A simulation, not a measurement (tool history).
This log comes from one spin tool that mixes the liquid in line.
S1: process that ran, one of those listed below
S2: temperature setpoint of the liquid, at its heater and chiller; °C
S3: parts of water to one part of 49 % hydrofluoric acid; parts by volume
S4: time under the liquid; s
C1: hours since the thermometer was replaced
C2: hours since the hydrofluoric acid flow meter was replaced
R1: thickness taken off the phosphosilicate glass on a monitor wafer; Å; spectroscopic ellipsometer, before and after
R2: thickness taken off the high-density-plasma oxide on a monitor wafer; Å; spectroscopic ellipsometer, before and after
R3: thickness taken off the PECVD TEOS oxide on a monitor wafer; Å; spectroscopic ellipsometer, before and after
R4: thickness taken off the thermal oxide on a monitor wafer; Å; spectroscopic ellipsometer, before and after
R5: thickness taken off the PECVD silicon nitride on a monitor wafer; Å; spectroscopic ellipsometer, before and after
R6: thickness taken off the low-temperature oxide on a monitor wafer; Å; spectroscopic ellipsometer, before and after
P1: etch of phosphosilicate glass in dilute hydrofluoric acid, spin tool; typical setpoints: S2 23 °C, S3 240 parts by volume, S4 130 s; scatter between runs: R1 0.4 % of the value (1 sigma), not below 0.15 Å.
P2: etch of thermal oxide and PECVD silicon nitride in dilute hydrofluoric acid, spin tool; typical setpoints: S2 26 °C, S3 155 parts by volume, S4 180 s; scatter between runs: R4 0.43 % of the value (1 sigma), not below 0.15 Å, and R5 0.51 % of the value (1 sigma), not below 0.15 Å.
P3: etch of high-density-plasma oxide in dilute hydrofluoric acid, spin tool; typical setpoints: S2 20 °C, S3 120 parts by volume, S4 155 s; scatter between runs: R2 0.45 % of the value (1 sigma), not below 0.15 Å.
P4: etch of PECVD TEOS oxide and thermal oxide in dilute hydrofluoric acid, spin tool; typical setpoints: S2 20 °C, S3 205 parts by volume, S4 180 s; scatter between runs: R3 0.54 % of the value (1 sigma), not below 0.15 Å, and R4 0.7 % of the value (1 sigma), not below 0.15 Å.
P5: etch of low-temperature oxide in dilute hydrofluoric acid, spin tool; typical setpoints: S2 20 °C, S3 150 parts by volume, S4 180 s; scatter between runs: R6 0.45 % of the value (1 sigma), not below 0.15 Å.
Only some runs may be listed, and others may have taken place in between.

| run | hour | S1 | S2 | S3 | S4 | C1 | C2 | R1 | R2 | R3 | R4 | R5 | R6 |
|---|---|---|---|---|---|---|---|---|---|---|---|---|---|
| 1 | 9.8 | P1 | 23 | 240 | 130 | 1157.5 | 136.9 | 365.37 |  |  |  |  |  |
| 2 | 25.7 | P3 | 20 | 120 | 245 | 1173.4 | 152.8 |  | 138.67 |  |  |  |  |
| 3 | 38.8 | P4 | 20 | 205 | 180 | 1186.5 | 165.9 |  |  | 68.128 | 33.236 |  |  |
| 4 | 46.6 | P2 | 26 | 270 | 180 | 1194.3 | 173.7 |  |  |  | 26.578 | 27.531 |  |
| 5 | 61.1 | P1 | 23 | 240 | 130 | 1208.8 | 188.2 | 368.52 |  |  |  |  |  |
| 6 | 74.5 | P4 | 20 | 205 | 180 | 1222.2 | 201.6 |  |  | 69.366 | 33.398 |  |  |
| 7 | 86.4 | P5 | 17 | 150 | 180 | 1234.1 | 213.5 |  |  |  |  |  | 108.54 |
| 8 | 97.3 | P2 | 26 | 155 | 180 | 1245 | 224.4 |  |  |  | 51.929 | 47.824 |  |
| 9 | 113.8 | P1 | 19 | 240 | 130 | 1261.5 | 240.9 | 316.75 |  |  |  |  |  |
| 10 | 126.6 | P4 | 25 | 205 | 180 | 1274.3 | 253.7 |  |  | 81.165 | 41.036 |  |  |
| 11 | 137.8 | P1 | 23 | 240 | 130 | 1285.5 | 264.9 | 368.05 |  |  |  |  |  |
| 12 | 151.7 | P5 | 20 | 150 | 180 | 1299.4 | 278.8 |  |  |  |  |  | 122.52 |
| 13 | 163.3 | P5 | 20 | 265 | 180 | 1311 | 290.4 |  |  |  |  |  | 62.477 |
| 14 | 171.9 | P2 | 34 | 155 | 180 | 1319.6 | 299 |  |  |  | 69.751 | 77.853 |  |
| 15 | 186.1 | P1 | 23 | 240 | 130 | 1333.8 | 313.2 | 366.09 |  |  |  |  |  |
| 16 | 201.2 | P2 | 26 | 155 | 50 | 1348.9 | 328.3 |  |  |  | 14.694 | 13.092 |  |
| 17 | 210.2 | P3 | 20 | 190 | 155 | 1357.9 | 337.3 |  | 51.798 |  |  |  |  |
| 18 | 222.7 | P5 | 20 | 150 | 70 | 1370.4 | 349.8 |  |  |  |  |  | 47.762 |
| 19 | 230.7 | P1 | 27 | 240 | 130 | 1378.4 | 357.8 | 421.81 |  |  |  |  |  |
| 20 | 243.7 | P1 | 23 | 240 | 130 | 1391.4 | 370.8 | 365.4 |  |  |  |  |  |
| 21 | 251.8 | P1 | 23 | 240 | 255 | 1399.5 | 378.9 | 721.71 |  |  |  |  |  |
| 22 | 261.6 | P4 | 20 | 355 | 180 | 1409.3 | 388.7 |  |  | 34.391 | 16.876 |  |  |
| 23 | 269.8 | P1 | 23 | 390 | 255 | 1417.5 | 396.9 | 385.21 |  |  |  |  |  |
|  | 279.6 | thermometer replaced |
| 24 | 283.2 | P3 | 17 | 120 | 155 | 3.6 | 410.3 |  | 77.748 |  |  |  |  |
| 25 | 298.5 | P3 | 20 | 120 | 155 | 18.9 | 425.6 |  | 87.31 |  |  |  |  |
| 26 | 311.5 | P1 | 23 | 45 | 130 | 31.9 | 438.6 | 2439.7 |  |  |  |  |  |
| 27 | 319.9 | P4 | 20 | 205 | 290 | 40.3 | 447 |  |  | 109.72 | 54.132 |  |  |
| 28 | 333.9 | P1 | 23 | 420 | 130 | 54.3 | 461 | 177.35 |  |  |  |  |  |
| 29 | 348.4 | P1 | 23 | 240 | 45 | 68.8 | 475.5 | 127.79 |  |  |  |  |  |
| 30 | 359.9 | P1 | 23 | 240 | 130 | 80.3 | 487 | 364.87 |  |  |  |  |  |
| 31 | 370.7 | P1 | 23 | 240 | 130 | 91.1 | 497.8 | 359.78 |  |  |  |  |  |
| 32 | 378.6 | P1 | 23 | 240 | 130 | 99 | 505.7 | 354.92 |  |  |  |  |  |
| 33 | 392.5 | P1 | 23 | 240 | 130 | 112.9 | 519.6 | 350.44 |  |  |  |  |  |
| 34 | 402.4 | P1 | 23 | 240 | 130 | 122.8 | 529.5 | 351.2 |  |  |  |  |  |

Run 35 is up next; what results do you expect?
| 35 | 414.5 | P1 | 23 | 240 | 130 | 134.9 | 541.6 | ? |  |  |  |  |  |

{"run 35": {"R1": 349.26}}
